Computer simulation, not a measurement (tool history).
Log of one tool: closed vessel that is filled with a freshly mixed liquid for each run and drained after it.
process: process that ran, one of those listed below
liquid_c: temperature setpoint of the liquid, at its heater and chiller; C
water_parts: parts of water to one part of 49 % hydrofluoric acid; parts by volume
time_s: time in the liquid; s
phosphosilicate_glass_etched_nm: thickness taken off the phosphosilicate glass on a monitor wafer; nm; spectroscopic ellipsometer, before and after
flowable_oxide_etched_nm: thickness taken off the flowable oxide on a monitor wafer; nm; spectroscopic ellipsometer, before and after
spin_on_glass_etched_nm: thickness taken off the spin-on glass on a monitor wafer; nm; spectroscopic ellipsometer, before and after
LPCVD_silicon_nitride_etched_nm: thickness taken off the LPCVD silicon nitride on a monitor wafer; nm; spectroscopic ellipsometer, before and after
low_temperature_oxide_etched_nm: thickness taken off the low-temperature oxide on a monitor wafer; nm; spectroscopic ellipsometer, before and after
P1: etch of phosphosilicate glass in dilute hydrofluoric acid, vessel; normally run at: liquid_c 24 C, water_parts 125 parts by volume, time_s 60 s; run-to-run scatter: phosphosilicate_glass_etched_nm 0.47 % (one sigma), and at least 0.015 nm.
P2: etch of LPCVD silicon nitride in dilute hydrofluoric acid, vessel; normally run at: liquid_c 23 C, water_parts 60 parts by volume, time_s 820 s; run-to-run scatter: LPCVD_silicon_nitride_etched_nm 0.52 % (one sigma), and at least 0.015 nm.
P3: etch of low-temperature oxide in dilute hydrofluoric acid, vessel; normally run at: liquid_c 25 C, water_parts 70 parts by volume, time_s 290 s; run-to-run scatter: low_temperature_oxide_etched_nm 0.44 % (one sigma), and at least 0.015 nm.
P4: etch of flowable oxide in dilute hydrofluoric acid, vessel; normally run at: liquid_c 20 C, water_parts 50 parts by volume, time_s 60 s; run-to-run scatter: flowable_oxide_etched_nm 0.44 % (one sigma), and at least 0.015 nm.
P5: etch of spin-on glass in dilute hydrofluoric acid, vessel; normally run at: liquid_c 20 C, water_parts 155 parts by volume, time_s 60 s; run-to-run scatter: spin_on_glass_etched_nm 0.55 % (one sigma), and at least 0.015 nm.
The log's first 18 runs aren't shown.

run   hour  process  liquid_c  water_parts  time_s  phosphosilicate_glass_etched_nm  flowable_oxide_etched_nm  spin_on_glass_etched_nm  LPCVD_silicon_nitride_etched_nm  low_temperature_oxide_etched_nm
 19   88.4       P3        25           70     290                                                                                                                                                57.974
 20     94       P1        24          125     100                           70.085
 21   98.6       P1        24          175      60                           28.474
 22  102.7       P1      29.5          125      30                           25.949
 23  106.6       P3        25           20     290                                                                                                                                                 218.4
 24  110.3       P5        20          155      60                                                                              9.5096
 25  114.1       P4        20           70      60                                                     51.198
 26  119.2       P1        24           30      60                           197.85
 27  122.4       P1        17          125      60                            31.73
 28  126.5       P2        23           60     820                                                                                                               6.8024
 29  131.8       P3        25           70     125                                                                                                                                                24.912
 30  137.1       P2        17           60     820                                                                                                               4.4256

Run 31 comes next. What will it give?
 31  139.8       P1        24          125      30                                ?

{"run 31": {"phosphosilicate_glass_etched_nm": 21.044}}
